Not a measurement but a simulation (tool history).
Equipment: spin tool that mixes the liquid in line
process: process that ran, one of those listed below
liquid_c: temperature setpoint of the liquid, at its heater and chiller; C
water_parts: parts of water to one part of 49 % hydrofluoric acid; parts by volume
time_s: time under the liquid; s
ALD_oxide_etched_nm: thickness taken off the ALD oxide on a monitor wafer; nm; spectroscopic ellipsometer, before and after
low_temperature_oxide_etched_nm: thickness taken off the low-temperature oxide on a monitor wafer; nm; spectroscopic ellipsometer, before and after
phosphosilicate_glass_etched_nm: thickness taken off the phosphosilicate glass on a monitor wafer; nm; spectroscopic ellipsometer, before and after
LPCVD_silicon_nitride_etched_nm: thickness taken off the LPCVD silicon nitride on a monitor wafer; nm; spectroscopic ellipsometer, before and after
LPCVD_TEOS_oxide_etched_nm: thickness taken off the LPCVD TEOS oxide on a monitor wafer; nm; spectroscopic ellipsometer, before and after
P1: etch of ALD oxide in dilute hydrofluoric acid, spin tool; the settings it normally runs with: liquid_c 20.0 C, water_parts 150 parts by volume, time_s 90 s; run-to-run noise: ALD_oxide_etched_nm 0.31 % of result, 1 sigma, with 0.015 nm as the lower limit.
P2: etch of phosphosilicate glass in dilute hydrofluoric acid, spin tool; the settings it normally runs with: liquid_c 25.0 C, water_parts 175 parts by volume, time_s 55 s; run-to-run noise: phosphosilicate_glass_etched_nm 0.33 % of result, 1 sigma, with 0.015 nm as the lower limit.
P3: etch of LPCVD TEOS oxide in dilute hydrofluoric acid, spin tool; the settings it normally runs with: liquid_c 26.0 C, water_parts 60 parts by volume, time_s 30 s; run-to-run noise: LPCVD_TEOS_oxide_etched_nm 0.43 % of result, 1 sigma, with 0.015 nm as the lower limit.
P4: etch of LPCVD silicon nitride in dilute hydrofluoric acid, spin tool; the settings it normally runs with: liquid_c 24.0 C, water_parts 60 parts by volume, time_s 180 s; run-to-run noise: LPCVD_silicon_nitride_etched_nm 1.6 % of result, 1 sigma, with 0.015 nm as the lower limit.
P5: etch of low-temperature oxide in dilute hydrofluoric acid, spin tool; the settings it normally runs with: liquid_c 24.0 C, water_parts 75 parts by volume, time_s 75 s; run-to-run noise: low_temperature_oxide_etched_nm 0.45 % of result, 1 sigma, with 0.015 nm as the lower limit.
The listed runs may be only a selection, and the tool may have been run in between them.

run     day  process  liquid_c  water_parts  time_s  hours since the thermometer was replaced  hours since the hydrofluoric acid flow meter was replaced  ALD_oxide_etched_nm  low_temperature_oxide_etched_nm  phosphosilicate_glass_etched_nm  LPCVD_silicon_nitride_etched_nm  LPCVD_TEOS_oxide_etched_nm
  1   0.346       P1      20.0          150      90                                     452.8                                                      168.9              10.0830
  2   0.721       P1      20.0          150      90                                     461.8                                                      177.9              10.1540
  3   1.208       P5      31.5           75      75                                     473.5                                                      189.6                                               21.0500
  4   1.442       P1      20.0          150      90                                     479.1                                                      195.2              10.1100
  5   1.688       P1      20.0          275      90                                     485.0                                                      201.1               4.9399
  6   2.054       P2      19.5          175      55                                     493.8                                                      209.9                                                                                 38.261
  7   2.371       P1      17.0          150      90                                     501.4                                                      217.5               8.9770
  8   2.612       P1      20.0          150      15                                     507.2                                                      223.3               1.6872
  9   2.838       P4      28.0           60     180                                     512.6                                                      228.7                                                                                                                  1.9779
 10   3.275       P3      26.0           60      30                                     523.1                                                      239.2                                                                                                                                              32.393
 11   3.646       P3      34.0           60      30                                     532.0                                                      248.1                                                                                                                                              44.011
 12   4.058       P2      25.0          175      20                                     541.9                                                      258.0                                                                                 17.229
 13   4.308       P2      25.0          315      55                                     547.9                                                      264.0                                                                                 22.742
 14   4.521       P1      17.0          240      90                                     553.0                                                      269.1               5.1788
 15   4.879       P1      27.5          150     150                                     561.6                                                      277.7              22.5320
 16   5.329       P4      24.0           60     300                                     572.4                                                      288.5                                                                                                                  2.5329
 17   5.812       P1      20.0           65      90                                     584.0                                                      300.1              25.8110
 18   6.200       P1      20.0          150      90                                     593.3                                                      309.4              10.1950
      6.412  -- hydrofluoric acid flow meter replaced
 19   6.467       P1      20.0           85      45                                     599.7                                                        1.4               9.6345
 20   6.808       P4      24.0           40     180                                     607.9                                                        9.6                                                                                                                  2.2542
 21   7.246       P1      25.5          150      90                                     618.4                                                       20.1              12.6090
 22   7.617       P5      24.0          115      75                                     627.3                                                       29.0                                                9.6729
 23   7.900       P1      20.0          150      90                                     634.1                                                       35.8              10.1210
 24   8.108       P2      25.0          175      55                                     639.1                                                       40.8                                                                                 47.129
 25   8.562       P1      20.0          150     145                                     650.0                                                       51.7              16.3240
 26   8.892       P4      24.0           60     180                                     657.9                                                       59.6                                                                                                                  1.4896
 27   9.267       P3      26.0           60      15                                     666.9                                                       68.6                                                                                                                                              16.070
      9.412  -- thermometer replaced
 28   9.708       P4      24.0           60     180                                       7.1                                                       79.2                                                                                                                  1.4893
 29  10.029       P5      24.0           75      75                                      14.8                                                       86.9                                               15.7880
 30  10.300       P3      26.0          100      30                                      21.3                                                       93.4                                                                                                                                              18.215
 31  10.725       P5      24.0           75      15                                      31.5                                                      103.6                                                3.0994
 32  11.129       P3      26.0           60      30                                      41.2                                                      113.3                                                                                                                                              32.268
 33  11.392       P1      20.0          150      90                                      47.5                                                      119.6              10.1640
 34  11.758       P1      20.0          150      90                                      56.3                                                      128.4              10.1520
 35  12.242       P1      20.0          150      90                                      67.9                                                      140.0              10.5940
 36  12.554       P1      20.0          150      90                                      75.4                                                      147.5              10.7870
 37  13.038       P1      20.0          150      90                                      87.0                                                      159.1              10.9560
 38  13.488       P1      20.0          150      90                                      97.8                                                      169.9              11.0290
 39  13.967       P1      20.0          150      90                                     109.3                                                      181.4              11.0700
 40  14.421       P1      20.0          150      90                                     120.2                                                      192.3              11.1410
 41  14.871       P1      20.0          150      90                                     131.0                                                      203.1              11.1700

The log shows P1 creeping away from where it was. Any of the 2 causes listed here, at the size stated for it, fits the log just as well as the others:
A: liquid hotter than its thermometer reads (K) = 2.41
B: hydrofluoric acid flow above the setpoint (%) = 8.57
The process output started creeping at around day 11.758.

Consider the 4 check runs below, whose results appear as question marks and each of which averages 3 wafers. Which one distinguishes the causes, in that each cause would give it a clearly different result?
check 1  15.321       P5      29.5           75      30                                                                                                                                                          ?
check 2  15.321       P3      26.0           80      30                                                                                                                                                                                                                                                        ?
check 3  15.321       P4      24.0           60     245                                                                                                                                                                                                                            ?
check 4  15.321       P2      20.0          175      30                                                                                                                                                                                           ?

What each check would give under each cause:
  check                           result    if A    if B
check 1  low_temperature_oxide_etched_nm  8.5075  8.4996
check 2       LPCVD_TEOS_oxide_etched_nm  25.835  25.741
check 3  LPCVD_silicon_nitride_etched_nm  2.4122  2.2278
check 4  phosphosilicate_glass_etched_nm  23.472  23.542
Gap, in per cent, between the two causes that each check separates least, read from the result that separates them most: check 1 0.09 %; check 2 0.37 %; check 3 7.95 %; check 4 0.3 %
Only check 3 tells the causes apart: in the others they would give nearly the same result.

Check 3 was then run and gave: LPCVD_silicon_nitride_etched_nm 2.2403 nm. Which cause is it?

Of the candidate causes, it is B: hydrofluoric acid flow above the setpoint (%).

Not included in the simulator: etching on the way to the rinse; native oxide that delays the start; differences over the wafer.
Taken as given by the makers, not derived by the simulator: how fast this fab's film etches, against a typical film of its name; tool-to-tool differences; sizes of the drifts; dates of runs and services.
